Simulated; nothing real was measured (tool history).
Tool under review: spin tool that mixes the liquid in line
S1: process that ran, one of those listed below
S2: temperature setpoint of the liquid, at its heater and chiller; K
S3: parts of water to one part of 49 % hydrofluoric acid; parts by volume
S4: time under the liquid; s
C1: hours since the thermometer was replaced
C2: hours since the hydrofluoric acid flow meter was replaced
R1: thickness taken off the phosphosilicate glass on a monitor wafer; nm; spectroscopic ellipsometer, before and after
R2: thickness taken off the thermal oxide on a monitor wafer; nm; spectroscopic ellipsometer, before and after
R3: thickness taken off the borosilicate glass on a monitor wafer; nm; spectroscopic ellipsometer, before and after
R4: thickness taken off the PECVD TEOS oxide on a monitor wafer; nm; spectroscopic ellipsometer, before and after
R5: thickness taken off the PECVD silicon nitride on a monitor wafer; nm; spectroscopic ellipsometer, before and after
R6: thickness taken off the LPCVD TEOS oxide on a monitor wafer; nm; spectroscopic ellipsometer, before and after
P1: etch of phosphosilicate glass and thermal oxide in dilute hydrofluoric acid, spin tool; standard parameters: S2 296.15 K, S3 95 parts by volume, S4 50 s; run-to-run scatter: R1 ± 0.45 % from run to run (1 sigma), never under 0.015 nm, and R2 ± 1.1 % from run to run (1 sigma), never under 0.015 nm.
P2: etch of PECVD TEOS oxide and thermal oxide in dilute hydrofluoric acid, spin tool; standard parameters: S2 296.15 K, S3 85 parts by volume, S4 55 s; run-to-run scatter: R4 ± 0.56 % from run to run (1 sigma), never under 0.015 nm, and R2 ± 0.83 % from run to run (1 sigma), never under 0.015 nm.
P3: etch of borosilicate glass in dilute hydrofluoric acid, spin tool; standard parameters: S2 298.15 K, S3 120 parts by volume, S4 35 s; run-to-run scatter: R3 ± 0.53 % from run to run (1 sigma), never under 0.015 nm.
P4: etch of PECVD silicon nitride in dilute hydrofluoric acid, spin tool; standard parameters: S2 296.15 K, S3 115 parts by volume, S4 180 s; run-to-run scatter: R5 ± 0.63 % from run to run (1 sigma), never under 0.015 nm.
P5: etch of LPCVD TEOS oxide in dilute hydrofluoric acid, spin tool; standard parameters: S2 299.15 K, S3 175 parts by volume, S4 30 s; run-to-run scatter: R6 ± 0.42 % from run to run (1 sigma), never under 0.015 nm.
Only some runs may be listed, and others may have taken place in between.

run     day  S1      S2   S3   S4     C1      C2      R1       R2      R3      R4       R5      R6
  1   0.538  P1  296.15   95   50  236.7  1357.9  45.605   2.4175
  2   1.171  P3  298.15  120   35  251.9  1373.1                   8.3417
  3   1.596  P2  296.15   85   55  262.1  1383.3           3.1471          6.2777
  4   2.212  P1  296.15   95   50  276.9  1398.1  45.092    2.409
  5   2.792  P4  296.15  115  180  290.8    1412                                    3.5553
  6   3.338  P5  307.15  175   30  303.9  1425.1                                            8.0867
  7   3.925  P1  296.15  135   95    318  1439.2  57.433   3.0687
  8   4.317  P2  296.15   85   55  327.4  1448.6           3.1452          6.2669
  9   4.954  P3  298.15  120   60  342.7  1463.9                   14.131
 10   5.467  P1  301.15   95   50    355  1476.2  55.148   2.9108
 11   5.912  P1  296.15   95   15  365.7  1486.9  13.621  0.73078
 12   6.221  P1  296.15   95   50  373.1  1494.3  45.331   2.3272
 13   6.729  P2  290.15   85   55  385.3  1506.5           2.4985          4.8606
 14     7.4  P4  296.15  115   15  401.4  1522.6                                   0.28952
 15   7.762  P5  299.15  175   15  410.1  1531.3                                            2.9881
 16   8.117  P2  296.15  115   55  418.6  1539.8           2.2226          4.4741
 17   8.496  P1  290.65   95   50  427.7  1548.9   36.04    1.901
 18   8.838  P3  292.15  120   35  435.9  1557.1                    6.563
 19   9.392  P1  296.15   95   50  449.2  1570.4   45.08   2.3491
 20   9.912  P1  296.15  160   50  461.7  1582.9  24.812   1.3335
 21  10.267  P3  298.15  120   35  470.2  1591.4                   8.2518
 22  10.958  P5  299.15  175   30  486.8    1608                                            6.0299
 23  11.567  P5  299.15   60   30  501.4  1622.6                                            20.597
 24  12.254  P2  296.15   85   15  517.9  1639.1          0.85822          1.6854
 25  12.779  P1  296.15   60   75  530.5  1651.7  112.61   5.9267
 26  13.317  P4  296.15   20  180  543.4  1664.6                                    19.602
 27  13.871  P1  296.15   20   50  556.7  1677.9  237.39   12.318
 28   14.55  P4  296.15  115  180    573  1694.2                                    3.5026
 29  14.971  P3  298.15  190   35  583.1  1704.3                    4.768
 30  15.462  P1  296.15   95   50  594.9  1716.1  45.361   2.3195
 31  15.929  P1  296.15   95   75  606.1  1727.3  67.512   3.5622
 32  16.379  P4  302.15  115  180  616.9  1738.1                                    5.2158
 33  17.042  P1  296.15   95   50  632.8    1754  44.743   2.4427
 34   17.35  P1  296.15   95   50  640.2  1761.4  45.848   2.4241
 35  17.825  P1  296.15   95   50  651.6  1772.8  47.239   2.4851
 36  18.467  P1  296.15   95   50    667  1788.2  47.758   2.5451
 37  19.012  P1  296.15   95   50  680.1  1801.3  48.552   2.5317

Run 38 comes next. What will it give?
 38  19.538  P1  296.15  95  50  692.7  1813.9   ?   ?

R1: 48.824 nm
R2: 2.4684 nm
